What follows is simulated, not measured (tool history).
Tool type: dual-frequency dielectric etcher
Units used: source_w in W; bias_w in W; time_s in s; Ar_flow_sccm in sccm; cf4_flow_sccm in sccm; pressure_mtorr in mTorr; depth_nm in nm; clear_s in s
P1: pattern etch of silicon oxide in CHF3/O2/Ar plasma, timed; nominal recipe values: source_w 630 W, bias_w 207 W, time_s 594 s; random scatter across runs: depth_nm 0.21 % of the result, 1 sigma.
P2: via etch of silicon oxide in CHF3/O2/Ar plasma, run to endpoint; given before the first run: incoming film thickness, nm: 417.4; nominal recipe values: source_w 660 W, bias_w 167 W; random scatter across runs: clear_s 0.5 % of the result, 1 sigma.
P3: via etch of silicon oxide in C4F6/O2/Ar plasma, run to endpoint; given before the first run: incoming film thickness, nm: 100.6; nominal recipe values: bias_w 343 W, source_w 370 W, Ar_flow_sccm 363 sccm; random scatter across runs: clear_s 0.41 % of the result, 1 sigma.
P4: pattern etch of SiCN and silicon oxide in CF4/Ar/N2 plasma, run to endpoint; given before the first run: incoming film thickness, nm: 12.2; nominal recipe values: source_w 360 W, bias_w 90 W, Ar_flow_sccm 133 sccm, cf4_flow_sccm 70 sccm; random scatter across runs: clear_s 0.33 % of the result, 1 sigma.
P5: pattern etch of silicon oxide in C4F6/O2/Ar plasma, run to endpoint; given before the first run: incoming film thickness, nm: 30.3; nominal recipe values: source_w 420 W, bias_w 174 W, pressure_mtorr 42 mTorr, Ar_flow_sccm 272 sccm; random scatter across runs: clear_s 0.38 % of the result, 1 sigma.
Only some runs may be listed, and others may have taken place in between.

| run | hour | process | source_w | bias_w | time_s | Ar_flow_sccm | cf4_flow_sccm | pressure_mtorr | hours since the last wet clean | hours since the last source power generator calibration | hours since the last bias power generator calibration | depth_nm | clear_s |
|---|---|---|---|---|---|---|---|---|---|---|---|---|---|
| 1 | 11.7 | P1 | 630 | 207 | 594 |  |  |  | 103.2 | 2433.2 | 1336.3 | 1266.6 |  |
| 2 | 23.5 | P1 | 630 | 207 | 594 |  |  |  | 115 | 2445 | 1348.1 | 1268.6 |  |
| 3 | 34.9 | P3 | 370 | 273 |  | 363 |  |  | 126.4 | 2456.4 | 1359.5 |  | 28.93 |
| 4 | 49 | P1 | 630 | 207 | 594 |  |  |  | 140.5 | 2470.5 | 1373.6 | 1273.9 |  |
| 5 | 59.6 | P4 | 360 | 90 |  | 133 | 70 |  | 151.1 | 2481.1 | 1384.2 |  | 16.403 |
| 6 | 68.1 | P4 | 270 | 90 |  | 133 | 70 |  | 159.6 | 2489.6 | 1392.7 |  | 20.969 |
| 7 | 76.1 | P1 | 630 | 207 | 594 |  |  |  | 167.6 | 2497.6 | 1400.7 | 1269.1 |  |
|  | 79.1 | bias power generator calibrated |
| 8 | 87.6 | P1 | 840 | 207 | 366 |  |  |  | 179.1 | 2509.1 | 8.6 | 871.99 |  |
| 9 | 98.9 | P1 | 630 | 207 | 744.5 |  |  |  | 190.4 | 2520.4 | 19.9 | 1584.7 |  |
| 10 | 112.5 | P1 | 630 | 207 | 458 |  |  |  | 204 | 2534 | 33.5 | 980.05 |  |
| 11 | 121.6 | P3 | 470 | 343 |  | 363 |  |  | 213.1 | 2543.1 | 42.6 |  | 24.255 |
| 12 | 129.2 | P1 | 630 | 207 | 594 |  |  |  | 220.7 | 2550.7 | 50.2 | 1267.4 |  |
| 13 | 141.6 | P2 | 920 | 167 |  |  |  |  | 233.1 | 2563.1 | 62.6 |  | 189.06 |
| 14 | 154.3 | P4 | 360 | 90 |  | 133 | 70 |  | 245.8 | 2575.8 | 75.3 |  | 16.522 |
| 15 | 164.8 | P4 | 360 | 90 |  | 84 | 70 |  | 256.3 | 2586.3 | 85.8 |  | 15.358 |
| 16 | 175.2 | P2 | 660 | 222 |  |  |  |  | 266.7 | 2596.7 | 96.2 |  | 196.34 |
| 17 | 184.3 | P3 | 370 | 343 |  | 363 |  |  | 275.8 | 2605.8 | 105.3 |  | 26.776 |
| 18 | 192.7 | P1 | 380 | 207 | 594 |  |  |  | 284.2 | 2614.2 | 113.7 | 1046.6 |  |
| 19 | 206.7 | P1 | 800 | 207 | 594 |  |  |  | 298.2 | 2628.2 | 127.7 | 1389.6 |  |
| 20 | 218 | P4 | 360 | 90 |  | 133 | 56 |  | 309.5 | 2639.5 | 139 |  | 16.942 |
| 21 | 227 | P2 | 660 | 167 |  |  |  |  | 318.5 | 2648.5 | 148 |  | 217.85 |
| 22 | 235.2 | P4 | 360 | 111 |  | 133 | 70 |  | 326.7 | 2656.7 | 156.2 |  | 15.18 |
| 23 | 249.3 | P5 | 420 | 207 |  | 272 |  | 42 | 340.8 | 2670.8 | 170.3 |  | 9.3461 |
| 24 | 257.8 | P5 | 420 | 174 |  | 272 |  | 42 | 349.3 | 2679.3 | 178.8 |  | 9.7671 |
| 25 | 271.9 | P5 | 420 | 174 |  | 272 |  | 30.5 | 363.4 | 2693.4 | 192.9 |  | 9.4631 |
| 26 | 285.7 | P1 | 630 | 261 | 594 |  |  |  | 377.2 | 2707.2 | 206.7 | 1379 |  |
| 27 | 293.3 | P3 | 370 | 343 |  | 466 |  |  | 384.8 | 2714.8 | 214.3 |  | 27.3 |
| 28 | 306.1 | P1 | 630 | 159 | 594 |  |  |  | 397.6 | 2727.6 | 227.1 | 1159.9 |  |
| 29 | 315.5 | P2 | 660 | 167 |  |  |  |  | 407 | 2737 | 236.5 |  | 216.96 |
| 30 | 325.6 | P5 | 560 | 174 |  | 272 |  | 42 | 417.1 | 2747.1 | 246.6 |  | 8.8331 |
| 31 | 335.8 | P5 | 420 | 174 |  | 195 |  | 42 | 427.3 | 2757.3 | 256.8 |  | 9.4459 |
| 32 | 342.2 | P1 | 630 | 207 | 594 |  |  |  | 433.7 | 2763.7 | 263.2 | 1269.7 |  |
| 33 | 348.8 | P1 | 630 | 207 | 594 |  |  |  | 440.3 | 2770.3 | 269.8 | 1268.6 |  |
| 34 | 359.1 | P1 | 630 | 207 | 594 |  |  |  | 450.6 | 2780.6 | 280.1 | 1259.4 |  |
| 35 | 366.9 | P1 | 630 | 207 | 594 |  |  |  | 458.4 | 2788.4 | 287.9 | 1257.9 |  |
| 36 | 381 | P1 | 630 | 207 | 594 |  |  |  | 472.5 | 2802.5 | 302 | 1250.1 |  |
|  | 389.1 | wet clean of the chamber |
| 37 | 393.6 | P1 | 630 | 207 | 594 |  |  |  | 4.5 | 2815.1 | 314.6 | 1250.3 |  |
| 38 | 402.1 | P1 | 630 | 207 | 594 |  |  |  | 13 | 2823.6 | 323.1 | 1247.1 |  |
| 39 | 415.9 | P1 | 630 | 207 | 594 |  |  |  | 26.8 | 2837.4 | 336.9 | 1253.1 |  |
| 40 | 424.6 | P1 | 630 | 207 | 594 |  |  |  | 35.5 | 2846.1 | 345.6 | 1248.1 |  |
| 41 | 431.6 | P1 | 630 | 207 | 594 |  |  |  | 42.5 | 2853.1 | 352.6 | 1249.2 |  |

Something has made what P1 gives creep away from where it was; the 2 causes below, each at its own stated size, fit the log equally well:
A: source power that arrives under what is set, % = 4.05
B: bias power that arrives under what is set, % = 4.47
Onset of the creep was near hour 348.8.
Excluded causes, each with its reason:
chamber walls in a state that lowers the etch rate, %: serviced at hour 389.1, after the drift had started, without restoring the earlier output

The 4 check runs listed below each average the results of 2 wafers, and their outcomes are marked with question marks. Under which run would the listed causes produce clearly different results?
| check 1 | 438.6 | P3 | 430 | 343 |  | 363 |  |  |  |  |  |  | ? |
| check 2 | 438.6 | P4 | 360 | 90 |  | 85 | 70 |  |  |  |  |  | ? |
| check 3 | 438.6 | P5 | 420 | 207 |  | 210 |  | 42 |  |  |  |  | ? |
| check 4 | 438.6 | P2 | 910 | 198 |  |  |  |  |  |  |  |  | ? |

Check results expected under each cause:
| check | result | if A | if B |
|---|---|---|---|
| check 1 | clear_s | 25.546 | 25.557 |
| check 2 | clear_s | 16.055 | 15.732 |
| check 3 | clear_s | 9.1835 | 9.1723 |
| check 4 | clear_s | 183.12 | 182.99 |
Smallest distance between any two causes, each pair judged by its most separating result, in per cent: check 1 0.05 %; check 2 2.03 %; check 3 0.12 %; check 4 0.07 %
The causes can be told apart only by check 2. The other checks would give nearly the same results under each of them.

With check 2 done, the readings were: clear_s 15.74 s. Identify which of the listed causes applies.

It is B: bias power that arrives under what is set, %.
